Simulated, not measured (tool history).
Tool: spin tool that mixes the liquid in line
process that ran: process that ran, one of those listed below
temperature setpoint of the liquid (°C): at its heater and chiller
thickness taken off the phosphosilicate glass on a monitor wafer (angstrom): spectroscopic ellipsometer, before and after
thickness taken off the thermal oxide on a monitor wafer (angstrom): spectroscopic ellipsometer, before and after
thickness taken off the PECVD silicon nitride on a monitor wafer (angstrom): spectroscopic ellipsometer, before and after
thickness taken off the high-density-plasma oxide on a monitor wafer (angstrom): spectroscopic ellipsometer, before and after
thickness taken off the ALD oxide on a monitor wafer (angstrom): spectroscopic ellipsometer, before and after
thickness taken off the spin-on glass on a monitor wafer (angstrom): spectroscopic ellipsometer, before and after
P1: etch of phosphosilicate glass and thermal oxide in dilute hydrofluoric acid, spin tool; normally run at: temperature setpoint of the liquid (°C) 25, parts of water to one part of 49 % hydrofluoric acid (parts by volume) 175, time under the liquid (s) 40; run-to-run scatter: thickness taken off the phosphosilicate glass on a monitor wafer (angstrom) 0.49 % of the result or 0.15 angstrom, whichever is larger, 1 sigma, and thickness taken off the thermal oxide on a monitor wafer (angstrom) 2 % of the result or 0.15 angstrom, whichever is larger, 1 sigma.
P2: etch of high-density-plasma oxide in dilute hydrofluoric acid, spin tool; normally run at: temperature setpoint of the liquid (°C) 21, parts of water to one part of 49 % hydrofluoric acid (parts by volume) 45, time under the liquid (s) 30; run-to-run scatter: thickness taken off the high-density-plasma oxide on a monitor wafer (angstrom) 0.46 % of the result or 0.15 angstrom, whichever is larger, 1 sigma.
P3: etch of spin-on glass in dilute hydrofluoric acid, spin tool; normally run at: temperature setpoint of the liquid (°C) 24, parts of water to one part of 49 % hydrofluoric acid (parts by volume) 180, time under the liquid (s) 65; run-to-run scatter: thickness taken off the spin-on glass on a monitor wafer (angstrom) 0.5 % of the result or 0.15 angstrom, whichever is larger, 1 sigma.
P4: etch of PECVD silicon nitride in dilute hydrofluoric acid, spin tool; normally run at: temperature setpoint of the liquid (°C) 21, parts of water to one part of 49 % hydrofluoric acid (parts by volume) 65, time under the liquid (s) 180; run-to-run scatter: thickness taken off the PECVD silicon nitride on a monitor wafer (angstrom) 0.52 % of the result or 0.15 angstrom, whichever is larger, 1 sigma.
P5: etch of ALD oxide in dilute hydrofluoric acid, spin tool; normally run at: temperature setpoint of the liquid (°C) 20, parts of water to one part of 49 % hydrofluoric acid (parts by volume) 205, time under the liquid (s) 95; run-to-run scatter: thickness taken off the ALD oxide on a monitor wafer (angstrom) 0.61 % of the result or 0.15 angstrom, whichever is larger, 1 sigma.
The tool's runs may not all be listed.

run,hour,process that ran,temperature setpoint of the liquid (°C),parts of water to one part of 49 % hydrofluoric acid (parts by volume),time under the liquid (s),thickness taken off the phosphosilicate glass on a monitor wafer (angstrom),thickness taken off the thermal oxide on a monitor wafer (angstrom),thickness taken off the PECVD silicon nitride on a monitor wafer (angstrom),thickness taken off the high-density-plasma oxide on a monitor wafer (angstrom),thickness taken off the ALD oxide on a monitor wafer (angstrom),thickness taken off the spin-on glass on a monitor wafer (angstrom)
1,11.6,P1,25,175,40,372.97,10.668,,,,
2,20.5,P4,21,65,15,,,3.8242,,,
3,32.2,P2,21,45,30,,,,69.544,,
4,40.3,P1,25,175,40,370.03,10.503,,,,
5,47.7,P5,24,205,95,,,,,59.288,
6,55.2,P3,31,180,65,,,,,,282.49
7,64.4,P3,24,180,125,,,,,,421.35
8,76.5,P5,20,205,95,,,,,51.469,
9,88.4,P3,24,310,65,,,,,,112.63
10,95.8,P1,25,175,60,555.11,14.963,,,,
11,104.2,P5,20,325,95,,,,,28.95,
12,111,P1,25,175,40,372.52,10.14,,,,
13,120.9,P4,27,65,180,,,72.937,,,
14,129.7,P1,25,175,20,185.69,5.3503,,,,
15,141.4,P1,25,175,40,374.23,10.331,,,,
16,152.5,P2,21,45,30,,,,69.29,,
17,162.4,P2,21,45,15,,,,34.506,,
18,169.7,P4,21,100,180,,,31.813,,,
19,180.8,P4,21,65,180,,,47.873,,,
# hour 188.9: thermometer replaced
20,189.4,P1,18,80,40,674.32,19.231,,,,
21,196.1,P1,18,175,40,282.21,8.0291,,,,
22,207.8,P1,25,90,40,796.9,21.985,,,,
23,219,P1,25,175,40,372.96,10.663,,,,
24,225.1,P1,31.5,40,40,2510.1,72.115,,,,
25,235.7,P5,20,205,185,,,,,100.83,
26,247.1,P3,24,180,65,,,,,,220.13
# hour 249.6: hydrofluoric acid flow meter replaced
27,255,P2,21,80,30,,,,37.013,,
28,260.5,P1,25,30,80,5203.9,148.63,,,,
29,266,P1,25,175,40,371.78,10.618,,,,
30,272,P1,30.5,175,40,456.27,12.576,,,,

Forecast run 31:
31,280.5,P2,28.5,45,30,,,,?,,

Run 31 gave thickness taken off the high-density-plasma oxide on a monitor wafer (angstrom) 94.625.

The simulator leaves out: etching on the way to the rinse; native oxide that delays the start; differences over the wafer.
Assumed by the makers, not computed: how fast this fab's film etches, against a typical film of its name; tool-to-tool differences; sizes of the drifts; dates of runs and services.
